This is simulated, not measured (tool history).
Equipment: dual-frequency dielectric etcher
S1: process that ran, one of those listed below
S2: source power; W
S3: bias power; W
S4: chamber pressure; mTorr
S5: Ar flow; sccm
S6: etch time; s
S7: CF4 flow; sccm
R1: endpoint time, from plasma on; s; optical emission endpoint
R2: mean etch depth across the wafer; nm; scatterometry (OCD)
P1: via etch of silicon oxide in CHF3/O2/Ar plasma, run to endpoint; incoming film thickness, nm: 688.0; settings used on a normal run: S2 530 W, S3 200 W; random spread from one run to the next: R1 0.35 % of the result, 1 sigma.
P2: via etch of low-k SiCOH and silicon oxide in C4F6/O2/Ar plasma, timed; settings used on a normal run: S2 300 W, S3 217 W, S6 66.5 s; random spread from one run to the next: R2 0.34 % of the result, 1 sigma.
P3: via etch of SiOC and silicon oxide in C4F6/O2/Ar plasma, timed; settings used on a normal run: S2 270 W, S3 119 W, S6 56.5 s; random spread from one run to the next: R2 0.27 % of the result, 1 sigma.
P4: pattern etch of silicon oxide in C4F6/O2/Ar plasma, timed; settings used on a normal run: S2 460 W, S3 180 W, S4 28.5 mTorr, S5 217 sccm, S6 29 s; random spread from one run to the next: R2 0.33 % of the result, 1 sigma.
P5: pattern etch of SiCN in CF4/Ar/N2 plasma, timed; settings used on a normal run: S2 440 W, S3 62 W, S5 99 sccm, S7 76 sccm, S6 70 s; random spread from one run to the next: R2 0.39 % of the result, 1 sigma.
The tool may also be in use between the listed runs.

{"run": 1, "day": 0.712, "S1": "P1", "S2": 530, "S3": 200, "R1": 356.45}
{"run": 2, "day": 1.358, "S1": "P4", "S2": 620, "S3": 180, "S4": 28.5, "S5": 217, "S6": 29, "R2": 114.76}
{"run": 3, "day": 2.138, "S1": "P1", "S2": 530, "S3": 200, "R1": 358.13}
{"run": 4, "day": 2.575, "S1": "P4", "S2": 460, "S3": 180, "S4": 28.5, "S5": 217, "S6": 29, "R2": 102.17}
{"run": 5, "day": 2.958, "S1": "P5", "S2": 440, "S3": 62, "S5": 65, "S6": 70, "S7": 76, "R2": 59.099}
{"run": 6, "day": 3.588, "S1": "P5", "S2": 440, "S3": 62, "S5": 99, "S6": 70, "S7": 54, "R2": 52.783}
{"run": 7, "day": 3.942, "S1": "P1", "S2": 660, "S3": 200, "R1": 327.74}
{"run": 8, "day": 4.617, "S1": "P4", "S2": 460, "S3": 180, "S4": 28.5, "S5": 217, "S6": 19, "R2": 67.011}
{"run": 9, "day": 5.171, "S1": "P3", "S2": 270, "S3": 119, "S6": 69.5, "R2": 57.814}
{"run": 10, "day": 5.804, "S1": "P1", "S2": 530, "S3": 200, "R1": 353.84}
{"run": 11, "day": 6.538, "S1": "P5", "S2": 440, "S3": 48, "S5": 99, "S6": 70, "S7": 76, "R2": 51.726}
{"run": 12, "day": 6.908, "S1": "P2", "S2": 300, "S3": 217, "S6": 66.5, "R2": 168.58}
{"run": 13, "day": 7.417, "S1": "P5", "S2": 440, "S3": 62, "S5": 99, "S6": 70, "S7": 76, "R2": 55.43}
{"run": 14, "day": 7.912, "S1": "P3", "S2": 270, "S3": 90, "S6": 56.5, "R2": 43.282}
{"run": 15, "day": 8.417, "S1": "P3", "S2": 270, "S3": 119, "S6": 56.5, "R2": 46.779}
{"run": 16, "day": 9.138, "S1": "P1", "S2": 350, "S3": 200, "R1": 417.01}
{"run": 17, "day": 9.842, "S1": "P5", "S2": 440, "S3": 62, "S5": 99, "S6": 38.5, "S7": 76, "R2": 30.696}
{"day": 10.383, "done": "source power generator calibrated"}
{"run": 18, "day": 10.433, "S1": "P3", "S2": 190, "S3": 119, "S6": 56.5, "R2": 40.835}
{"run": 19, "day": 11.096, "S1": "P4", "S2": 460, "S3": 180, "S4": 28.5, "S5": 130, "S6": 29, "R2": 107.66}
{"run": 20, "day": 11.479, "S1": "P1", "S2": 530, "S3": 200, "R1": 355.36}
{"run": 21, "day": 12.008, "S1": "P2", "S2": 300, "S3": 275, "S6": 66.5, "R2": 183.5}
{"run": 22, "day": 12.421, "S1": "P2", "S2": 300, "S3": 217, "S6": 98, "R2": 249.39}
{"run": 23, "day": 13.042, "S1": "P1", "S2": 530, "S3": 200, "R1": 356.4}
{"run": 24, "day": 13.696, "S1": "P5", "S2": 300, "S3": 62, "S5": 99, "S6": 70, "S7": 76, "R2": 39.828}
{"run": 25, "day": 14.204, "S1": "P3", "S2": 270, "S3": 119, "S6": 56.5, "R2": 46.895}
{"run": 26, "day": 14.883, "S1": "P1", "S2": 530, "S3": 200, "R1": 355.16}

For run 27, what comes out?
{"run": 27, "day": 15.529, "S1": "P4", "S2": 460, "S3": 180, "S4": 34.5, "S5": 217, "S6": 29, "R2": "?"}

Run 27 gave R2 100.01 nm.

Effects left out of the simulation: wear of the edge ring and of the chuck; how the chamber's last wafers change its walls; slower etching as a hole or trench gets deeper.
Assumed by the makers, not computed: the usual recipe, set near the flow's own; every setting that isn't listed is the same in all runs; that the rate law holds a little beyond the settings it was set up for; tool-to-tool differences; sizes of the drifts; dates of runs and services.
